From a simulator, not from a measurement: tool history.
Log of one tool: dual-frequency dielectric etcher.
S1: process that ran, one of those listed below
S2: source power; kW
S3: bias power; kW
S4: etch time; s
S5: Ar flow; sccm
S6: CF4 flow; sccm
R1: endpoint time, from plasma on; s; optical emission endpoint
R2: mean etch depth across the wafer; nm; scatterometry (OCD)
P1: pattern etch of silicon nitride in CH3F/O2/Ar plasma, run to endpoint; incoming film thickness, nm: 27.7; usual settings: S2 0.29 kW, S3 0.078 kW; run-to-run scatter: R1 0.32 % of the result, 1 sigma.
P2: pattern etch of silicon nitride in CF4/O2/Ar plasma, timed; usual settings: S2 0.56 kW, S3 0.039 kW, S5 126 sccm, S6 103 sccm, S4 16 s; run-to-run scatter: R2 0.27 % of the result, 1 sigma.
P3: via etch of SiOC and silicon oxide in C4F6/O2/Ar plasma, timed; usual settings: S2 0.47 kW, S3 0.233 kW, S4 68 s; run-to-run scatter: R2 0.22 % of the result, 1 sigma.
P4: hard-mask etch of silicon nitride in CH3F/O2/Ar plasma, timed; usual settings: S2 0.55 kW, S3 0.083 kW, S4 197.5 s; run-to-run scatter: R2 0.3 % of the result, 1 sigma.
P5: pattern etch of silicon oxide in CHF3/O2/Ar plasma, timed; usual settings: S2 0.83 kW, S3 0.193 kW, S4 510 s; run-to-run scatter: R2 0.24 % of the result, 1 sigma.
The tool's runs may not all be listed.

{"run": 1, "day": 0.296, "S1": "P1", "S2": 0.29, "S3": 0.078, "R1": 44.029}
{"run": 2, "day": 0.483, "S1": "P3", "S2": 0.47, "S3": 0.276, "S4": 68, "R2": 95.086}
{"run": 3, "day": 0.721, "S1": "P4", "S2": 0.55, "S3": 0.083, "S4": 254.5, "R2": 210.01}
{"run": 4, "day": 1.038, "S1": "P3", "S2": 0.47, "S3": 0.233, "S4": 40.5, "R2": 53.221}
{"run": 5, "day": 1.392, "S1": "P1", "S2": 0.29, "S3": 0.078, "R1": 44.011}
{"run": 6, "day": 1.758, "S1": "P5", "S2": 0.58, "S3": 0.193, "S4": 510, "R2": 1048.4}
{"run": 7, "day": 2.117, "S1": "P1", "S2": 0.38, "S3": 0.046, "R1": 47.496}
{"run": 8, "day": 2.358, "S1": "P2", "S2": 0.56, "S3": 0.039, "S4": 11, "S5": 126, "S6": 103, "R2": 20.695}
{"run": 9, "day": 2.762, "S1": "P1", "S2": 0.35, "S3": 0.078, "R1": 41.07}
{"run": 10, "day": 3.117, "S1": "P3", "S2": 0.47, "S3": 0.233, "S4": 68, "R2": 89.803}
{"run": 11, "day": 3.5, "S1": "P2", "S2": 0.56, "S3": 0.039, "S4": 16, "S5": 163, "S6": 103, "R2": 28.938}
{"run": 12, "day": 3.725, "S1": "P1", "S2": 0.29, "S3": 0.078, "R1": 44.214}
{"run": 13, "day": 4.117, "S1": "P3", "S2": 0.32, "S3": 0.233, "S4": 68, "R2": 77.683}
{"run": 14, "day": 4.358, "S1": "P2", "S2": 0.56, "S3": 0.026, "S4": 16, "S5": 126, "S6": 103, "R2": 26.176}
{"run": 15, "day": 4.679, "S1": "P5", "S2": 0.83, "S3": 0.144, "S4": 510, "R2": 1087.8}
{"run": 16, "day": 5.083, "S1": "P5", "S2": 0.83, "S3": 0.193, "S4": 510, "R2": 1204.1}
{"run": 17, "day": 5.329, "S1": "P1", "S2": 0.29, "S3": 0.094, "R1": 41.148}
{"run": 18, "day": 5.579, "S1": "P1", "S2": 0.21, "S3": 0.078, "R1": 50.051}
{"run": 19, "day": 5.875, "S1": "P1", "S2": 0.29, "S3": 0.078, "R1": 44.127}
{"day": 5.883, "done": "bias power generator calibrated"}
{"run": 20, "day": 6.104, "S1": "P2", "S2": 0.56, "S3": 0.039, "S4": 16, "S5": 126, "S6": 103, "R2": 30.22}
{"run": 21, "day": 6.379, "S1": "P5", "S2": 0.83, "S3": 0.193, "S4": 510, "R2": 1197.2}
{"run": 22, "day": 6.688, "S1": "P1", "S2": 0.29, "S3": 0.078, "R1": 44.165}
{"run": 23, "day": 7.071, "S1": "P2", "S2": 0.44, "S3": 0.039, "S4": 16, "S5": 126, "S6": 103, "R2": 24.248}
{"run": 24, "day": 7.504, "S1": "P1", "S2": 0.29, "S3": 0.061, "R1": 47.925}
{"run": 25, "day": 7.717, "S1": "P5", "S2": 0.83, "S3": 0.193, "S4": 764.5, "R2": 1804.6}
{"run": 26, "day": 8.117, "S1": "P4", "S2": 0.69, "S3": 0.083, "S4": 197.5, "R2": 178.16}
{"run": 27, "day": 8.333, "S1": "P4", "S2": 0.55, "S3": 0.083, "S4": 197.5, "R2": 162.75}
{"run": 28, "day": 8.533, "S1": "P2", "S2": 0.56, "S3": 0.039, "S4": 16, "S5": 126, "S6": 62, "R2": 27.808}
{"run": 29, "day": 8.929, "S1": "P4", "S2": 0.55, "S3": 0.055, "S4": 197.5, "R2": 142.76}
{"run": 30, "day": 9.321, "S1": "P1", "S2": 0.29, "S3": 0.078, "R1": 44.019}
{"run": 31, "day": 9.567, "S1": "P1", "S2": 0.29, "S3": 0.078, "R1": 44.013}
{"run": 32, "day": 9.917, "S1": "P1", "S2": 0.29, "S3": 0.078, "R1": 43.779}
{"run": 33, "day": 10.346, "S1": "P1", "S2": 0.29, "S3": 0.078, "R1": 43.486}
{"day": 10.45, "done": "wet clean of the chamber"}
{"run": 34, "day": 10.667, "S1": "P1", "S2": 0.29, "S3": 0.078, "R1": 43.721}
{"run": 35, "day": 10.946, "S1": "P1", "S2": 0.29, "S3": 0.078, "R1": 43.406}
{"run": 36, "day": 11.233, "S1": "P1", "S2": 0.29, "S3": 0.078, "R1": 43.383}

What P1 gives has crept away from where it was. These 2 causes fit the log equally well, each at the size given:
A: bias power that arrives over what is set, % = 4.55
B: source power that arrives over what is set, % = 4.35
The creep began at about day 9.321.
Why every other cause is out:
chamber walls in a state that raises the etch rate, %: serviced at day 10.45, which brought nothing back

4 check runs are offered, one wafer each, their results left as question marks. Which one tells the causes apart?
{"run": "check 1", "day": 11.521, "S1": "P3", "S2": 0.47, "S3": 0.233, "S4": 68, "R2": "?"}
{"run": "check 2", "day": 11.521, "S1": "P4", "S2": 0.55, "S3": 0.083, "S4": 197.5, "R2": "?"}
{"run": "check 3", "day": 11.521, "S1": "P2", "S2": 0.56, "S3": 0.039, "S4": 16, "S5": 126, "S6": 103, "R2": "?"}
{"run": "check 4", "day": 11.521, "S1": "P5", "S2": 0.83, "S3": 0.193, "S4": 510, "R2": "?"}

What each check would give under each cause:
check=check_1 result=R2 if_A=91.158 if_B=91.28
check=check_2 result=R2 if_A=165.68 if_B=165.79
check=check_3 result=R2 if_A=30.543 if_B=31.196
check=check_4 result=R2 if_A=1219.2 if_B=1221
How far apart the two closest causes lie, in the result that separates them most: check 1 0.13 %; check 2 0.07 %; check 3 2.11 %; check 4 0.14 %
Only check 3 tells the causes apart: in the others they would give nearly the same result.

Check 3 was then run and gave: R2 31.168 nm. Which cause is it?

It is B: source power that arrives over what is set, %.
